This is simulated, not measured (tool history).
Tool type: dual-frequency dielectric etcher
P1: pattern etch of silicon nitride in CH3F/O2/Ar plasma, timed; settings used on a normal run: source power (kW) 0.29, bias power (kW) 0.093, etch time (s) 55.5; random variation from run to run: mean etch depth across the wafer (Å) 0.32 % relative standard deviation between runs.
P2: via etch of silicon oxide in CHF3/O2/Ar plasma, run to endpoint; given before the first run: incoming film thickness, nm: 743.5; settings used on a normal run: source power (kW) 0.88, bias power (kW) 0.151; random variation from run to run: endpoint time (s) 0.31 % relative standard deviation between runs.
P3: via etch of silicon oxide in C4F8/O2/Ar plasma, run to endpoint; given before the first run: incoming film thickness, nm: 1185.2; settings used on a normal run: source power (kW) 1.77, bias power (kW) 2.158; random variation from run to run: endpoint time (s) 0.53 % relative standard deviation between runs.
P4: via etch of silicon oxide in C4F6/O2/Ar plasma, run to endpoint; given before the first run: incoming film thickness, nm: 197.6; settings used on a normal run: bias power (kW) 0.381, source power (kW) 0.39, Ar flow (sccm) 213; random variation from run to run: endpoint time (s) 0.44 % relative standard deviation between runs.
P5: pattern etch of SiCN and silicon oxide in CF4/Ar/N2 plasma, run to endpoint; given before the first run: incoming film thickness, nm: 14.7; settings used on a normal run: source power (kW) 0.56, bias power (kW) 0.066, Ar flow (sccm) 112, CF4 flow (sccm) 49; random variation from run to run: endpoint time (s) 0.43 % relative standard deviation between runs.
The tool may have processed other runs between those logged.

| run | day | process that ran | source power (kW) | bias power (kW) | etch time (s) | Ar flow (sccm) | CF4 flow (sccm) | hours since the last wet clean | hours since the last source power generator calibration | hours since the last bias power generator calibration | mean etch depth across the wafer (Å) | endpoint time (s) |
|---|---|---|---|---|---|---|---|---|---|---|---|---|
| 1 | 0.388 | P1 | 0.29 | 0.093 | 55.5 |  |  | 294.4 | 994.8 | 1311.8 | 380.1 |  |
| 2 | 0.729 | P3 | 2.2 | 2.158 |  |  |  | 302.6 | 1003 | 1320 |  | 216.38 |
| 3 | 1.35 | P1 | 0.29 | 0.093 | 55.5 |  |  | 317.5 | 1017.9 | 1334.9 | 378.4 |  |
| 4 | 1.762 | P5 | 0.56 | 0.089 |  | 112 | 49 | 327.4 | 1027.8 | 1344.8 |  | 14.239 |
| 5 | 2.454 | P1 | 0.29 | 0.093 | 55.5 |  |  | 344 | 1044.4 | 1361.4 | 377.41 |  |
| 6 | 2.938 | P2 | 0.88 | 0.204 |  |  |  | 355.6 | 1056 | 1373 |  | 317.7 |
| 7 | 3.671 | P1 | 0.38 | 0.093 | 55.5 |  |  | 373.2 | 1073.6 | 1390.6 | 418.46 |  |
| 8 | 4.4 | P1 | 0.29 | 0.115 | 55.5 |  |  | 390.7 | 1091.1 | 1408.1 | 411.95 |  |
| 9 | 4.888 | P1 | 0.23 | 0.093 | 37 |  |  | 402.4 | 1102.8 | 1419.8 | 233.87 |  |
| 10 | 5.346 | P5 | 0.56 | 0.066 |  | 112 | 63 | 413.4 | 1113.8 | 1430.8 |  | 15.111 |
|  | 5.683 | source power generator calibrated |
| 11 | 5.817 | P1 | 0.21 | 0.115 | 55.5 |  |  | 424.7 | 3.2 | 1442.1 | 363.5 |  |
| 12 | 6.475 | P5 | 0.56 | 0.066 |  | 75 | 49 | 440.5 | 19 | 1457.9 |  | 14.737 |
| 13 | 6.804 | P5 | 0.56 | 0.066 |  | 112 | 49 | 448.4 | 26.9 | 1465.8 |  | 16.014 |
| 14 | 7.446 | P1 | 0.29 | 0.057 | 55.5 |  |  | 463.8 | 42.3 | 1481.2 | 319.59 |  |
| 15 | 8.017 | P1 | 0.29 | 0.093 | 36 |  |  | 477.5 | 56 | 1494.9 | 245.65 |  |
| 16 | 8.617 | P4 | 0.3 | 0.381 |  | 213 |  | 491.9 | 70.4 | 1509.3 |  | 51.554 |
| 17 | 9.208 | P2 | 0.71 | 0.151 |  |  |  | 506.1 | 84.6 | 1523.5 |  | 383.52 |
| 18 | 9.7 | P4 | 0.39 | 0.381 |  | 213 |  | 517.9 | 96.4 | 1535.3 |  | 47.094 |
| 19 | 10.021 | P1 | 0.29 | 0.093 | 83 |  |  | 525.6 | 104.1 | 1543 | 567.09 |  |
| 20 | 10.517 | P5 | 0.37 | 0.066 |  | 112 | 49 | 537.5 | 116 | 1554.9 |  | 22.895 |
|  | 10.929 | bias power generator calibrated |
| 21 | 10.954 | P1 | 0.29 | 0.093 | 55.5 |  |  | 548 | 126.5 | 0.6 | 379.96 |  |
| 22 | 11.5 | P3 | 1.77 | 1.383 |  |  |  | 561.1 | 139.6 | 13.7 |  | 269.01 |
| 23 | 12.029 | P4 | 0.39 | 0.381 |  | 213 |  | 573.8 | 152.3 | 26.4 |  | 46.742 |
| 24 | 12.508 | P3 | 1.77 | 2.158 |  |  |  | 585.3 | 163.8 | 37.9 |  | 236.9 |
| 25 | 13.15 | P3 | 1.77 | 2.158 |  |  |  | 600.7 | 179.2 | 53.3 |  | 235.49 |
| 26 | 13.8 | P4 | 0.39 | 0.381 |  | 281 |  | 616.3 | 194.8 | 68.9 |  | 48.537 |
| 27 | 14.121 | P2 | 0.88 | 0.151 |  |  |  | 624 | 202.5 | 76.6 |  | 350.17 |
| 28 | 14.775 | P1 | 0.2 | 0.093 | 55.5 |  |  | 639.7 | 218.2 | 92.3 | 330.59 |  |
| 29 | 15.204 | P2 | 0.88 | 0.151 |  |  |  | 650 | 228.5 | 102.6 |  | 350.24 |
| 30 | 15.804 | P4 | 0.39 | 0.483 |  | 213 |  | 664.4 | 242.9 | 117 |  | 42.983 |
| 31 | 16.496 | P1 | 0.29 | 0.093 | 55.5 |  |  | 681 | 259.5 | 133.6 | 379.36 |  |
| 32 | 16.85 | P1 | 0.29 | 0.093 | 55.5 |  |  | 689.5 | 268 | 142.1 | 381.25 |  |
| 33 | 17.433 | P1 | 0.29 | 0.093 | 55.5 |  |  | 703.5 | 282 | 156.1 | 383.62 |  |
|  | 17.596 | wet clean of the chamber |
| 34 | 18.008 | P1 | 0.29 | 0.093 | 55.5 |  |  | 9.9 | 295.8 | 169.9 | 384.74 |  |
| 35 | 18.325 | P1 | 0.29 | 0.093 | 55.5 |  |  | 17.5 | 303.4 | 177.5 | 385.25 |  |
| 36 | 19.046 | P1 | 0.29 | 0.093 | 55.5 |  |  | 34.8 | 320.7 | 194.8 | 386.17 |  |
| 37 | 19.508 | P1 | 0.29 | 0.093 | 55.5 |  |  | 45.9 | 331.8 | 205.9 | 385.42 |  |

P1 has crept away from where it was. The log is fitted equally well by each of these 2 causes, at the sizes shown:
A: bias power that arrives over what is set, % = 4.43
B: source power that arrives over what is set, % = 4.42
The gradual shift began around day 16.496.
Why every other cause is out:
chamber walls in a state that raises the etch rate, %: serviced at day 17.596, after the drift had started, without restoring the earlier output

Each of the check runs listed below is run on 2 wafers and reports their average, with the results left as question marks. Pick the one under which the possible causes would lead to clearly different results.
| check 1 | 19.971 | P4 | 0.39 | 0.381 |  | 213 |  |  |  |  |  | ? |
| check 2 | 19.971 | P2 | 0.88 | 0.151 |  |  |  |  |  |  |  | ? |
| check 3 | 19.971 | P3 | 1.77 | 2.158 |  |  |  |  |  |  |  | ? |
| check 4 | 19.971 | P5 | 0.56 | 0.066 |  | 112 | 49 |  |  |  |  | ? |

What every check run would give for each of its results, assuming each possible cause in turn:
| check | result | if A | if B |
|---|---|---|---|
| check 1 | endpoint time (s) | 46.153 | 46.129 |
| check 2 | endpoint time (s) | 346.08 | 344.99 |
| check 3 | endpoint time (s) | 232.57 | 231.55 |
| check 4 | endpoint time (s) | 15.619 | 15.269 |
Per-check spread between the two closest causes, in the result where they differ most: check 1 0.05 %; check 2 0.32 %; check 3 0.44 %; check 4 2.26 %
Check 4 tells the causes apart: in the others they would give nearly the same result.

Then check 4 was run and gave: endpoint time (s) 15.536. Which cause is it?

It was cause A: bias power that arrives over what is set, %.
